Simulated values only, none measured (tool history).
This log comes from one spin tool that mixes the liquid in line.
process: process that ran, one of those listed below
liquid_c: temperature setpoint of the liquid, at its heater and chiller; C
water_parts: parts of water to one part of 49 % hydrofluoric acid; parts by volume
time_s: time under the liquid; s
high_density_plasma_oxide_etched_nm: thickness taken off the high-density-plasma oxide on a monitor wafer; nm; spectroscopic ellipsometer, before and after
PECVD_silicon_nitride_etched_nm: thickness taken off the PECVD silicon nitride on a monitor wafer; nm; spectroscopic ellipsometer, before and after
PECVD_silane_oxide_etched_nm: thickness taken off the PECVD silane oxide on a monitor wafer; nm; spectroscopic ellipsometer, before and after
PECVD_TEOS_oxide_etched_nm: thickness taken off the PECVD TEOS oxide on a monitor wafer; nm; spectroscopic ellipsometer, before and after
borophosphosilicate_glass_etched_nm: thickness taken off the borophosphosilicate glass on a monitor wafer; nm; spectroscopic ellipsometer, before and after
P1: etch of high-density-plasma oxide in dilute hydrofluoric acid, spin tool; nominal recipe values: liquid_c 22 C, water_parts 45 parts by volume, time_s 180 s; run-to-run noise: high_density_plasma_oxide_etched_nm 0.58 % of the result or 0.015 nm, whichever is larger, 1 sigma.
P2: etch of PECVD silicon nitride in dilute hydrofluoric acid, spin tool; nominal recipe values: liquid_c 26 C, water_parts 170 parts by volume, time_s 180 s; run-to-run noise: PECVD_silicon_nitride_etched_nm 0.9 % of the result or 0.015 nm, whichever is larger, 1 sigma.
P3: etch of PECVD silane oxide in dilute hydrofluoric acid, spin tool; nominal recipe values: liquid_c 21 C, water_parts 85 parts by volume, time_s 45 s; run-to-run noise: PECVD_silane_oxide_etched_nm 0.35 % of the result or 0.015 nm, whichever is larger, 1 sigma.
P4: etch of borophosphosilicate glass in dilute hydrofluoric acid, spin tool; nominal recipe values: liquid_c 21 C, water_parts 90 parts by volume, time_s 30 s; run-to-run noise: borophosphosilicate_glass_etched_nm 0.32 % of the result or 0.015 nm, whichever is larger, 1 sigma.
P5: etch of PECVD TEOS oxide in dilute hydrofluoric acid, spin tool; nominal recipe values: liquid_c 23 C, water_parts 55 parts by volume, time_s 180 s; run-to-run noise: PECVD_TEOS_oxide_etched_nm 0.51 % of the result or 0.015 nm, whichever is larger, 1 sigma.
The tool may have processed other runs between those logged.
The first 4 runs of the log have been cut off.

run   hour  process  liquid_c  water_parts  time_s  hours since the thermometer was replaced  hours since the hydrofluoric acid flow meter was replaced  high_density_plasma_oxide_etched_nm  PECVD_silicon_nitride_etched_nm  PECVD_silane_oxide_etched_nm  PECVD_TEOS_oxide_etched_nm  borophosphosilicate_glass_etched_nm
  5   47.2       P3        21           85      45                                    1542.8                                                     1344.7                                                                                              22.046
  6   62.1       P1        22           45     180                                    1557.7                                                     1359.6                               20.002
  7     73       P1        22           45     330                                    1568.6                                                     1370.5                               36.871
  8   85.7       P1        22           45     180                                    1581.3                                                     1383.2                               20.139
  9   95.6       P3        21           85      85                                    1591.2                                                     1393.1                                                                                              41.773
 10  108.1       P5        23           20     180                                    1603.7                                                     1405.6                                                                                                                          117.34
 11  116.6       P5        23           55     180                                    1612.2                                                     1414.1                                                                                                                          41.041
 12  124.5       P1        22           45     180                                    1620.1                                                       1422                               19.933
 13  131.8       P1        22           75     180                                    1627.4                                                     1429.3                               11.591
 14  146.9       P2        26          170     180                                    1642.5                                                     1444.4                                                                2.6162
 15  156.5       P2        26          170     325                                    1652.1                                                       1454                                                                4.8576
 16    169       P4        21           90      60                                    1664.6                                                     1466.5                                                                                                                                                                39.28
 17  183.7       P1      28.5           20     180                                    1679.3                                                     1481.2                               61.379
 18  195.3       P1        17           45     180                                    1690.9                                                     1492.8                               16.287
 19  207.9       P2      19.5          170     180                                    1703.5                                                     1505.4                                                                 1.819
 20  216.5       P4        27           90      30                                    1712.1                                                       1514                                                                                                                                                               24.929
 21  228.8       P4        21           20      30                                    1724.4                                                     1526.3                                                                                                                                                               95.688
 22  239.1       P5        23           55      15                                    1734.7                                                     1536.6                                                                                                                          3.4041
 23  247.8       P1        22           60      45                                    1743.4                                                     1545.3                               3.7342
 24  255.8       P3        17           85      45                                    1751.4                                                     1553.3                                                                                              18.819
 25  269.3       P2        26          170     180                                    1764.9                                                     1566.8                                                                2.7034
 26  279.7       P4        21           90      30                                    1775.3                                                     1577.2                                                                                                                                                               19.602
 27  294.1       P1      26.5           45     180                                    1789.7                                                     1591.6                               24.269
 28  304.6       P5      29.5           55     180                                    1800.2                                                     1602.1                                                                                                                          53.445

What does the tool deliver on the next run?
 29  311.3       P5        23           55     180                                    1806.9                                                     1608.8                                                                                                                               ?

{"run 29": {"PECVD_TEOS_oxide_etched_nm": 41.215}}
